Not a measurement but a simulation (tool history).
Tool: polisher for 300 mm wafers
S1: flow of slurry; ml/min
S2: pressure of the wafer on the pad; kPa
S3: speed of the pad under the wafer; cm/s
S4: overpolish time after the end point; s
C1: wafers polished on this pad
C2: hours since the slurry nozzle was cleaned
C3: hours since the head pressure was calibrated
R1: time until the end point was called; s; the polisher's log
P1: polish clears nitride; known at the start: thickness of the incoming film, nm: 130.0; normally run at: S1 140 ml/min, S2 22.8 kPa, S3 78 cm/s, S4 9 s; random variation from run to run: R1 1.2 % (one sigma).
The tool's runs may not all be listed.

run,hour,S1,S2,S3,S4,C1,C2,C3,R1
1,8.2,140,22.8,78,9,428,109.7,651.8,184.51
2,13.9,140,22.8,38,15,483,115.4,657.5,380.61
3,20.1,140,22.8,78,9,543,121.6,663.7,178.77
4,28.1,140,22.8,78,9,621,129.6,671.7,183.82
5,34,140,22.8,78,9,678,135.5,677.6,184.42
6,41.2,140,22.8,78,15,748,142.7,684.8,185.45
7,47.7,225,22.8,78,9,811,149.2,691.3,171.91
8,55,140,22.8,78,9,882,156.5,698.6,179.12
9,64.9,85,22.8,78,9,978,166.4,708.5,206.72
10,76.9,140,22.8,36,9,1094,178.4,720.5,405.84
11,82.9,140,22.8,106,5,1153,184.4,726.5,134.13
12,91.3,140,32.4,78,9,1234,192.8,734.9,129.24
# hour 98.2: slurry nozzle cleaned
13,99.8,140,22.8,78,5,1317,1.7,743.4,183.29
14,106.8,140,15.2,78,9,1385,8.7,750.4,280.07
15,118.9,140,22.8,122,9,1502,20.8,762.5,119.28
16,124.7,140,22.8,78,9,1558,26.6,768.3,184.56
17,134.6,140,22.8,78,9,1655,36.5,778.2,188.27
18,140.5,140,22.8,78,9,1712,42.4,784.1,192.06
19,150.3,140,22.8,78,9,1807,52.2,793.9,193.35
20,161.3,140,22.8,78,9,1914,63.2,804.9,201.5
21,168.1,140,22.8,78,9,1980,70,811.7,198.71
# hour 173.1: head pressure recalibrated
22,176.5,140,22.8,78,9,2061,78.4,3.4,198.17
23,186.1,140,22.8,78,9,2154,88,13,196.98
24,195.6,140,22.8,78,9,2247,97.5,22.5,200.38

What P1 gives has crept away from where it was. These 2 causes fit the log equally well, each at the size given:
A: slurry flow missing at the pad, % = 28.4
B: removal rate lost through wear of the pad, % = 6.87
The creep began at about hour 124.7.
Why every other cause is out:
head's pressure below its setpoint, %: serviced at hour 173.1, which brought nothing back

4 check runs are offered, each on 5 wafers whose results are averaged, their results left as question marks. Which one tells the causes apart?
check 1,205.1,140,22.8,104,9,,,,?
check 2,205.1,140,29.6,78,9,,,,?
check 3,205.1,140,22.8,52,9,,,,?
check 4,205.1,85,22.8,78,9,,,,?

What each check would give under each cause:
check,result,if A,if B
check 1,R1,148.21,148.19
check 2,R1,151.65,151.64
check 3,R1,296.41,296.39
check 4,R1,230.45,221.68
How far apart the two closest causes lie, in the result that separates them most: check 1 0.01 %; check 2 0.01 %; check 3 0.01 %; check 4 3.88 %
Check 4 tells the causes apart: in the others they would give nearly the same result.

Check 4 was then run and gave: R1 222.87 s. Which cause is it?

It is B: removal rate lost through wear of the pad, %.
